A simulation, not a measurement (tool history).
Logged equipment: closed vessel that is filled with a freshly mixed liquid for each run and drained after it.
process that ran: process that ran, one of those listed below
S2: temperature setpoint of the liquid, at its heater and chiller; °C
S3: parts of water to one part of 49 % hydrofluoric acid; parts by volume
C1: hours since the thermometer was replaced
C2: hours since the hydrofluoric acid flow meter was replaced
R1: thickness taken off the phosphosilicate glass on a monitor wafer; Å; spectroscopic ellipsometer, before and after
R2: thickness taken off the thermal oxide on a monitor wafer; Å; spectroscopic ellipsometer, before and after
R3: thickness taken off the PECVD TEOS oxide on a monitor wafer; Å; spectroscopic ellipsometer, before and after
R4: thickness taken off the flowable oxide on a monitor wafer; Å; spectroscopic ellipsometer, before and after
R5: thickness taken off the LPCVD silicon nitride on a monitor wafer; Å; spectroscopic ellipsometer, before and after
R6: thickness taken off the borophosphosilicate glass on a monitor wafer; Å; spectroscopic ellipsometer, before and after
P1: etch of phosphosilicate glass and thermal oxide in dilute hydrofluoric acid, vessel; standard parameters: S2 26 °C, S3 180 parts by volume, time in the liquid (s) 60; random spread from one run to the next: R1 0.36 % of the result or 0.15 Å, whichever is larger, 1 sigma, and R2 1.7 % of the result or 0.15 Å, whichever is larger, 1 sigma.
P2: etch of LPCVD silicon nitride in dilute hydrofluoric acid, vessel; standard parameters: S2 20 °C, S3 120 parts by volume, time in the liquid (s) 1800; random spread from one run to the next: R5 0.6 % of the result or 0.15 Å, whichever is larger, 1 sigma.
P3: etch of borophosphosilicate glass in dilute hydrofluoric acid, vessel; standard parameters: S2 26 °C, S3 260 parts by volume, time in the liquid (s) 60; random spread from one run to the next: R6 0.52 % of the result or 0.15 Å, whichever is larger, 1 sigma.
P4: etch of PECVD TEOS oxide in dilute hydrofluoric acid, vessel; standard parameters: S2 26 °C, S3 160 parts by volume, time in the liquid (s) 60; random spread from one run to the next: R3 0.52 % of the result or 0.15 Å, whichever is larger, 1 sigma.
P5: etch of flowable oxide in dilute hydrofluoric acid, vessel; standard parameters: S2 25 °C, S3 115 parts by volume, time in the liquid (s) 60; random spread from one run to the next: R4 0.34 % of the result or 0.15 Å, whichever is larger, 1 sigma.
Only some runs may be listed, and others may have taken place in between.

run 1 hour=9.2 | process_that_ran=P1 S2=26 S3=180 time_in_the_liquid_(s)=60 | C1=956.7 C2=364 | R1=345.35 R2=15.481
run 2 hour=18.1 | process_that_ran=P4 S2=26 S3=255 time_in_the_liquid_(s)=60 | C1=965.6 C2=372.9 | R3=60.677
run 3 hour=26.8 | process_that_ran=P5 S2=25 S3=115 time_in_the_liquid_(s)=60 | C1=974.3 C2=381.6 | R4=216.81
run 4 hour=35.2 | process_that_ran=P2 S2=20 S3=120 time_in_the_liquid_(s)=1800 | C1=982.7 C2=390 | R5=55.887
run 5 hour=40.8 | process_that_ran=P1 S2=26 S3=70 time_in_the_liquid_(s)=60 | C1=988.3 C2=395.6 | R1=1016 R2=46.352
run 6 hour=50 | process_that_ran=P2 S2=20 S3=65 time_in_the_liquid_(s)=1800 | C1=997.5 C2=404.8 | R5=101.52
run 7 hour=61.1 | process_that_ran=P5 S2=25 S3=115 time_in_the_liquid_(s)=60 | C1=1008.6 C2=415.9 | R4=215.24
run 8 hour=68.3 | process_that_ran=P1 S2=26 S3=180 time_in_the_liquid_(s)=60 | C1=1015.8 C2=423.1 | R1=345.02 R2=15.51
run 9 hour=74.4 | process_that_ran=P4 S2=26 S3=160 time_in_the_liquid_(s)=60 | C1=1021.9 C2=429.2 | R3=108.42
run 10 hour=80.8 | process_that_ran=P2 S2=20 S3=120 time_in_the_liquid_(s)=3100 | C1=1028.3 C2=435.6 | R5=96.626
run 11 hour=89.7 | process_that_ran=P1 S2=26 S3=305 time_in_the_liquid_(s)=60 | C1=1037.2 C2=444.5 | R1=179.39 R2=7.6939
run 12 hour=96.3 | process_that_ran=P1 S2=26 S3=180 time_in_the_liquid_(s)=60 | C1=1043.8 C2=451.1 | R1=343.43 R2=14.998
run 13 hour=105.6 | process_that_ran=P4 S2=19.5 S3=160 time_in_the_liquid_(s)=60 | C1=1053.1 C2=460.4 | R3=83.631
run 14 hour=113.4 | process_that_ran=P5 S2=17 S3=115 time_in_the_liquid_(s)=60 | C1=1060.9 C2=468.2 | R4=156.17
run 15 hour=124.8 | process_that_ran=P1 S2=26 S3=180 time_in_the_liquid_(s)=90 | C1=1072.3 C2=479.6 | R1=520.34 R2=23.202
run 16 hour=130.3 | process_that_ran=P1 S2=26 S3=180 time_in_the_liquid_(s)=30 | C1=1077.8 C2=485.1 | R1=171.07 R2=7.8292
run 17 hour=137 | process_that_ran=P1 S2=26 S3=75 time_in_the_liquid_(s)=100 | C1=1084.5 C2=491.8 | R1=1572.3 R2=68.823
run 18 hour=142.3 | process_that_ran=P5 S2=25 S3=115 time_in_the_liquid_(s)=30 | C1=1089.8 C2=497.1 | R4=107.77
run 19 hour=150.6 | process_that_ran=P1 S2=20 S3=180 time_in_the_liquid_(s)=60 | C1=1098.1 C2=505.4 | R1=274.73 R2=11.916
run 20 hour=161.3 | process_that_ran=P2 S2=27.5 S3=120 time_in_the_liquid_(s)=1800 | C1=1108.8 C2=516.1 | R5=90.335
run 21 hour=167.2 | process_that_ran=P5 S2=25 S3=65 time_in_the_liquid_(s)=60 | C1=1114.7 C2=522 | R4=407.88
run 22 hour=177.8 | process_that_ran=P3 S2=26 S3=260 time_in_the_liquid_(s)=60 | C1=1125.3 C2=532.6 | R6=104.02
run 23 hour=183.9 | process_that_ran=P1 S2=26 S3=180 time_in_the_liquid_(s)=60 | C1=1131.4 C2=538.7 | R1=345.13 R2=15.535
run 24 hour=188.9 | process_that_ran=P3 S2=26 S3=105 time_in_the_liquid_(s)=60 | C1=1136.4 C2=543.7 | R6=309.37
-- hour=195.7 hydrofluoric acid flow meter replaced
run 25 hour=196.8 | process_that_ran=P3 S2=31 S3=260 time_in_the_liquid_(s)=60 | C1=1144.3 C2=1.2 | R6=122.23
run 26 hour=205.7 | process_that_ran=P1 S2=34 S3=180 time_in_the_liquid_(s)=60 | C1=1153.2 C2=10.1 | R1=455.58 R2=20.314
-- hour=209.7 thermometer replaced
run 27 hour=211.1 | process_that_ran=P2 S2=20 S3=120 time_in_the_liquid_(s)=1800 | C1=1.4 C2=15.5 | R5=55.781
run 28 hour=220.3 | process_that_ran=P3 S2=26 S3=260 time_in_the_liquid_(s)=35 | C1=10.6 C2=24.7 | R6=60.48
run 29 hour=225.4 | process_that_ran=P1 S2=26 S3=180 time_in_the_liquid_(s)=60 | C1=15.7 C2=29.8 | R1=343.72 R2=15.526
run 30 hour=231.9 | process_that_ran=P4 S2=26 S3=160 time_in_the_liquid_(s)=30 | C1=22.2 C2=36.3 | R3=53.652
run 31 hour=242.9 | process_that_ran=P1 S2=26 S3=180 time_in_the_liquid_(s)=60 | C1=33.2 C2=47.3 | R1=343.74 R2=15.109

Estimate the outcome of run 32 from the log above:
run 32 hour=253.5 | process_that_ran=P1 S2=26 S3=180 time_in_the_liquid_(s)=60 | C1=43.8 C2=57.9 | R1=? R2=?

R1: 356.6 Å
R2: 15.691 Å
